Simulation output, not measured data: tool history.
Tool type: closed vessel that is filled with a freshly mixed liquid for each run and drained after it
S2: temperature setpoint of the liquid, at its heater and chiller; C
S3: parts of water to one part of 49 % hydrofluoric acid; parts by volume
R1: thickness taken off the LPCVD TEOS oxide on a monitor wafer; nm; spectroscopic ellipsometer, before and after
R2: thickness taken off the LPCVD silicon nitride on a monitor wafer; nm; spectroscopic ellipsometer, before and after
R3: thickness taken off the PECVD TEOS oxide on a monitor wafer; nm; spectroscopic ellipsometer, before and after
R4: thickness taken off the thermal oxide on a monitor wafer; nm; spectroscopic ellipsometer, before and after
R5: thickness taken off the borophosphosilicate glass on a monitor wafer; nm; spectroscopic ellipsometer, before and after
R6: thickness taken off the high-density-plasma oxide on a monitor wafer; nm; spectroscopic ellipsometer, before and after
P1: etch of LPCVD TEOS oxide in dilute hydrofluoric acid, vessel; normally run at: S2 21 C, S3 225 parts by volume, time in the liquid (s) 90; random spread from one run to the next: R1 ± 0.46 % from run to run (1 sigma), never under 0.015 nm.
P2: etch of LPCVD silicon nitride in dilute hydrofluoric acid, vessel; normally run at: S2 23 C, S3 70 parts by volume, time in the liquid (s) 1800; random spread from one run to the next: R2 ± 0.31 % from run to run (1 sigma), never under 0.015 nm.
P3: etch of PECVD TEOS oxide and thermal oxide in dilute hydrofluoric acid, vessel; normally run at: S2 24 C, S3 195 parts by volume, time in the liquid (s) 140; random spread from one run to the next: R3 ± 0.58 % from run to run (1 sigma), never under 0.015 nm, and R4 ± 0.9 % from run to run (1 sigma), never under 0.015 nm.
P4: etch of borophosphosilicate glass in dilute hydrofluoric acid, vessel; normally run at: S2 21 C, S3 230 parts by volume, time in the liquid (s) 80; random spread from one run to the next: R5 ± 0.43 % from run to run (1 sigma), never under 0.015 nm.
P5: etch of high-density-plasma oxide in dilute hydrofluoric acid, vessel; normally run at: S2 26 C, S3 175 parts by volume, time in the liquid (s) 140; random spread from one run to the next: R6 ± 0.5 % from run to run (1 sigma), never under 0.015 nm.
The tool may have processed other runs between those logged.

{"run": 1, "day": 0.338, "process that ran": "P1", "S2": 21, "S3": 225, "time in the liquid (s)": 90, "R1": 9.1828}
{"run": 2, "day": 0.608, "process that ran": "P2", "S2": 23, "S3": 70, "time in the liquid (s)": 60, "R2": 0.34586}
{"run": 3, "day": 0.929, "process that ran": "P3", "S2": 24, "S3": 195, "time in the liquid (s)": 140, "R3": 13.173, "R4": 3.019}
{"run": 4, "day": 1.262, "process that ran": "P1", "S2": 21, "S3": 150, "time in the liquid (s)": 135, "R1": 22.202}
{"run": 5, "day": 1.617, "process that ran": "P1", "S2": 21, "S3": 225, "time in the liquid (s)": 35, "R1": 3.5539}
{"run": 6, "day": 1.775, "process that ran": "P1", "S2": 21, "S3": 345, "time in the liquid (s)": 30, "R1": 1.7727}
{"run": 7, "day": 1.929, "process that ran": "P4", "S2": 29, "S3": 230, "time in the liquid (s)": 80, "R5": 16.541}
{"run": 8, "day": 2.283, "process that ran": "P4", "S2": 21, "S3": 230, "time in the liquid (s)": 80, "R5": 12.413}
{"run": 9, "day": 2.438, "process that ran": "P1", "S2": 21, "S3": 225, "time in the liquid (s)": 90, "R1": 9.0825}
{"run": 10, "day": 2.696, "process that ran": "P3", "S2": 24, "S3": 195, "time in the liquid (s)": 40, "R3": 3.7198, "R4": 0.87308}
{"run": 11, "day": 3.05, "process that ran": "P2", "S2": 23, "S3": 70, "time in the liquid (s)": 1800, "R2": 10.933}
{"run": 12, "day": 3.212, "process that ran": "P1", "S2": 21, "S3": 225, "time in the liquid (s)": 90, "R1": 9.1873}
{"run": 13, "day": 3.5, "process that ran": "P5", "S2": 26, "S3": 65, "time in the liquid (s)": 140, "R6": 14.073}
{"run": 14, "day": 3.762, "process that ran": "P1", "S2": 28.5, "S3": 225, "time in the liquid (s)": 90, "R1": 11.998}
{"run": 15, "day": 3.929, "process that ran": "P4", "S2": 21, "S3": 75, "time in the liquid (s)": 80, "R5": 45.043}
{"run": 16, "day": 4.217, "process that ran": "P1", "S2": 21, "S3": 90, "time in the liquid (s)": 90, "R1": 26.312}
{"run": 17, "day": 4.488, "process that ran": "P1", "S2": 21, "S3": 225, "time in the liquid (s)": 155, "R1": 15.712}
{"run": 18, "day": 4.762, "process that ran": "P1", "S2": 21, "S3": 355, "time in the liquid (s)": 90, "R1": 5.0923}
{"run": 19, "day": 5.012, "process that ran": "P2", "S2": 18.5, "S3": 70, "time in the liquid (s)": 1800, "R2": 7.934}
{"run": 20, "day": 5.312, "process that ran": "P5", "S2": 26, "S3": 175, "time in the liquid (s)": 140, "R6": 4.554}
{"run": 21, "day": 5.604, "process that ran": "P5", "S2": 34, "S3": 175, "time in the liquid (s)": 140, "R6": 6.0717}
{"run": 22, "day": 5.838, "process that ran": "P3", "S2": 18, "S3": 195, "time in the liquid (s)": 140, "R3": 10.369, "R4": 2.3432}
{"run": 23, "day": 6.112, "process that ran": "P4", "S2": 21, "S3": 230, "time in the liquid (s)": 30, "R5": 4.7177}
{"run": 24, "day": 6.392, "process that ran": "P1", "S2": 17, "S3": 225, "time in the liquid (s)": 90, "R1": 7.7991}
{"run": 25, "day": 6.7, "process that ran": "P3", "S2": 24, "S3": 195, "time in the liquid (s)": 140, "R3": 13.089, "R4": 3.0158}
{"run": 26, "day": 6.888, "process that ran": "P5", "S2": 26, "S3": 175, "time in the liquid (s)": 30, "R6": 0.96429}
{"run": 27, "day": 7.204, "process that ran": "P1", "S2": 21, "S3": 225, "time in the liquid (s)": 90, "R1": 9.0995}
{"run": 28, "day": 7.462, "process that ran": "P3", "S2": 24, "S3": 325, "time in the liquid (s)": 140, "R3": 6.8915, "R4": 1.5551}
{"run": 29, "day": 7.717, "process that ran": "P1", "S2": 21, "S3": 295, "time in the liquid (s)": 130, "R1": 9.3928}
{"run": 30, "day": 7.908, "process that ran": "P2", "S2": 23, "S3": 120, "time in the liquid (s)": 1800, "R2": 6.4523}
{"run": 31, "day": 8.079, "process that ran": "P2", "S2": 23, "S3": 70, "time in the liquid (s)": 1800, "R2": 10.883}
{"run": 32, "day": 8.417, "process that ran": "P1", "S2": 21, "S3": 225, "time in the liquid (s)": 90, "R1": 9.1122}
{"run": 33, "day": 8.596, "process that ran": "P1", "S2": 21, "S3": 225, "time in the liquid (s)": 90, "R1": 8.9212}
{"run": 34, "day": 8.825, "process that ran": "P1", "S2": 21, "S3": 225, "time in the liquid (s)": 90, "R1": 8.8833}
{"run": 35, "day": 9.158, "process that ran": "P1", "S2": 21, "S3": 225, "time in the liquid (s)": 90, "R1": 8.6311}
{"run": 36, "day": 9.504, "process that ran": "P1", "S2": 21, "S3": 225, "time in the liquid (s)": 90, "R1": 8.5018}
{"run": 37, "day": 9.746, "process that ran": "P1", "S2": 21, "S3": 225, "time in the liquid (s)": 90, "R1": 8.4618}
{"run": 38, "day": 9.929, "process that ran": "P1", "S2": 21, "S3": 225, "time in the liquid (s)": 90, "R1": 8.4842}
{"run": 39, "day": 10.112, "process that ran": "P1", "S2": 21, "S3": 225, "time in the liquid (s)": 90, "R1": 8.4717}
{"run": 40, "day": 10.396, "process that ran": "P1", "S2": 21, "S3": 225, "time in the liquid (s)": 90, "R1": 8.3441}
{"run": 41, "day": 10.738, "process that ran": "P1", "S2": 21, "S3": 225, "time in the liquid (s)": 90, "R1": 8.3373}
{"run": 42, "day": 11.033, "process that ran": "P1", "S2": 21, "S3": 225, "time in the liquid (s)": 90, "R1": 8.3483}
{"run": 43, "day": 11.346, "process that ran": "P1", "S2": 21, "S3": 225, "time in the liquid (s)": 90, "R1": 8.3106}

P1 has crept away from where it was. The log is fitted equally well by each of these 2 causes, at the sizes shown:
A: liquid colder than its thermometer reads (K) = 2.23
B: hydrofluoric acid flow below the setpoint (%) = 6.7
The drift started at roughly day 8.417.

Which of the 4 check runs listed below separates the causes, so that each cause would produce a clearly different result? Each run uses one wafer, and its results are marked with question marks.
{"run": "check 1", "day": 11.658, "process that ran": "P2", "S2": 18.5, "S3": 120, "time in the liquid (s)": 1800, "R2": "?"}
{"run": "check 2", "day": 11.658, "process that ran": "P4", "S2": 27, "S3": 230, "time in the liquid (s)": 40, "R5": "?"}
{"run": "check 3", "day": 11.658, "process that ran": "P5", "S2": 33.5, "S3": 175, "time in the liquid (s)": 60, "R6": "?"}
{"run": "check 4", "day": 11.658, "process that ran": "P3", "S2": 19.5, "S3": 300, "time in the liquid (s)": 140, "R3": "?", "R4": "?"}

What each check would give under each cause:
check=check_1 result=R2 if_A=4.0625 if_B=4.4302
check=check_2 result=R5 if_A=7.1695 if_B=7.109
check=check_3 result=R6 if_A=2.3632 if_B=2.3401
check=check_4 result=R3 if_A=5.9798 if_B=5.9491
check=check_4 result=R4 if_A=1.3659 if_B=1.3589
How far apart the two closest causes lie, in the result that separates them most: check 1 8.66 %; check 2 0.85 %; check 3 0.98 %; check 4 0.51 %
Only check 1 tells the causes apart: in the others they would give nearly the same result.

Check 1 was then run and gave: R2 4.1012 nm. Which cause is it?

A is the cause: liquid colder than its thermometer reads (K).
